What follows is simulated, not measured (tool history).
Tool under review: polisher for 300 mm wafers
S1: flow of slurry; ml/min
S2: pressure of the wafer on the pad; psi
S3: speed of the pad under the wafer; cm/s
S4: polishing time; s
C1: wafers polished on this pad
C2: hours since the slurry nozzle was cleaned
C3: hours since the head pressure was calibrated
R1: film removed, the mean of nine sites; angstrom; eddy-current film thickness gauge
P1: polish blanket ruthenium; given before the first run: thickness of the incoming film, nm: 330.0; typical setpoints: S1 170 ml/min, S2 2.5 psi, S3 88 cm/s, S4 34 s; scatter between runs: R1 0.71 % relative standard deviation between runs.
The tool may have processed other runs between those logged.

run,hour,S1,S2,S3,S4,C1,C2,C3,R1
1,4.2,170,2.5,88,34,412,298.5,362.0,503.49
2,7.1,170,2.5,88,20,466,301.4,364.9,296.94
3,11.8,170,2.5,44,17,553,306.1,369.6,126.69
4,14.5,120,1.2,88,34,603,308.8,372.3,225.77
5,19.6,260,2.5,88,34,698,313.9,377.4,531.43
# hour 20.0: worn pad replaced by a new one
6,22.1,170,2.5,88,34,39,316.4,379.9,503.22
7,26.7,170,3.9,88,34,125,321.0,384.5,784.57
8,31.5,170,2.5,116,34,214,325.8,389.3,673.10
9,33.9,170,1.1,88,34,258,328.2,391.7,221.99
10,36.8,170,2.5,88,34,312,331.1,394.6,507.31
11,40.6,170,2.5,40,34,383,334.9,398.4,226.78
12,43.3,170,2.5,88,34,433,337.6,401.1,507.12
13,46.2,170,2.5,126,44,487,340.5,404.0,936.99
14,48.6,100,2.5,88,34,531,342.9,406.4,453.84
15,53.0,170,2.5,88,54,613,347.3,410.8,807.96
16,58.3,170,2.5,88,34,711,352.6,416.1,502.84

For run 17, what comes out?
17,63.2,170,2.5,88,34,802,357.5,421.0,?

{"run 17": {"R1": 488.6}}
